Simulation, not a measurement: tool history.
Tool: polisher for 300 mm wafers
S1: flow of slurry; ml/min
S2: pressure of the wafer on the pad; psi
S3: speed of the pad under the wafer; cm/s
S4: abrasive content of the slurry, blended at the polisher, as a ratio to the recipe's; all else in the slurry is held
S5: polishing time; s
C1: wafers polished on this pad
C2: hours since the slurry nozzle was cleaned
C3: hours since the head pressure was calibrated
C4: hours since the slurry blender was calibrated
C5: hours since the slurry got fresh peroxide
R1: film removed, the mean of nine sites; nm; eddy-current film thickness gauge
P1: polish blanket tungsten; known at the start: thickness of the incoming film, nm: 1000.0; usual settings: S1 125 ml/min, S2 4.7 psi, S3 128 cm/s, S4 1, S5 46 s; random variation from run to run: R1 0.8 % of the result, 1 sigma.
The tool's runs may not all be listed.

run	hour	S1	S2	S3	S4	S5	C1	C2	C3	C4	C5	R1
1	2.6	125	4.7	128	1	46	952	208.7	425.1	218.7	44.4	407.33
2	5.4	75	4.7	128	1	46	975	211.5	427.9	221.5	47.2	350.48
3	7.7	125	4.7	128	1	46	994	213.8	430.2	223.8	49.5	400.1
4	9.9	125	4.7	128	1	46	1012	216	432.4	226	51.7	405.52
5	13.2	125	4.7	128	1	46	1039	219.3	435.7	229.3	55	409.33
6	15.4	125	4.7	176	1	46	1057	221.5	437.9	231.5	57.2	557.45
7	18.6	125	4.7	128	1	21	1083	224.7	441.1	234.7	60.4	184.77
8	23.1	125	4.7	96	1	46	1120	229.2	445.6	239.2	64.9	304.04
9	26	125	4.7	128	0.7	46	1144	232.1	448.5	242.1	67.8	371.73
10	28.4	125	4.7	128	1	46	1164	234.5	450.9	244.5	70.2	410.5
# hour 28.8: slurry nozzle cleaned
11	31.1	175	4.7	128	1.25	46	1186	2.4	453.6	247.2	72.9	459.16
12	34.2	125	4.7	128	1	46	1211	5.5	456.7	250.3	76	407.57
13	38.9	125	7.1	128	1	46	1250	10.2	461.4	255	80.7	612.35
14	41.7	170	4.7	128	1	46	1273	13	464.2	257.8	83.5	428.72
15	46.3	125	4.7	128	1	64	1311	17.6	468.8	262.4	88.1	568.64
16	50.6	125	3.4	128	1	46	1346	21.9	473.1	266.7	92.4	294.71
17	54.9	125	4.7	128	1.45	46	1382	26.2	477.4	271	96.7	446.24
18	58.4	125	4.7	128	1	46	1410	29.7	480.9	274.5	100.2	403.39
19	62.7	125	4.7	128	1	46	1446	34	485.2	278.8	104.5	388.33
20	66.2	125	4.7	128	1	46	1474	37.5	488.7	282.3	108	380.29
21	68.4	125	4.7	128	1	46	1493	39.7	490.9	284.5	110.2	373.75
22	72.5	125	4.7	128	1	46	1526	43.8	495	288.6	114.3	362.97
# hour 73.3: worn pad replaced by a new one
# hour 74.3: head pressure recalibrated
# hour 75.1: slurry blender recalibrated
23	75.7	125	4.7	128	1	46	20	47	1.4	0.7	117.5	363.21
24	78.7	125	4.7	128	1	46	44	50	4.4	3.7	120.5	355.98

Run 25 comes next. What will it give?
25	81.7	125	4.7	128	1	46	69	53	7.4	6.7	123.5	?

R1: 360.23 nm

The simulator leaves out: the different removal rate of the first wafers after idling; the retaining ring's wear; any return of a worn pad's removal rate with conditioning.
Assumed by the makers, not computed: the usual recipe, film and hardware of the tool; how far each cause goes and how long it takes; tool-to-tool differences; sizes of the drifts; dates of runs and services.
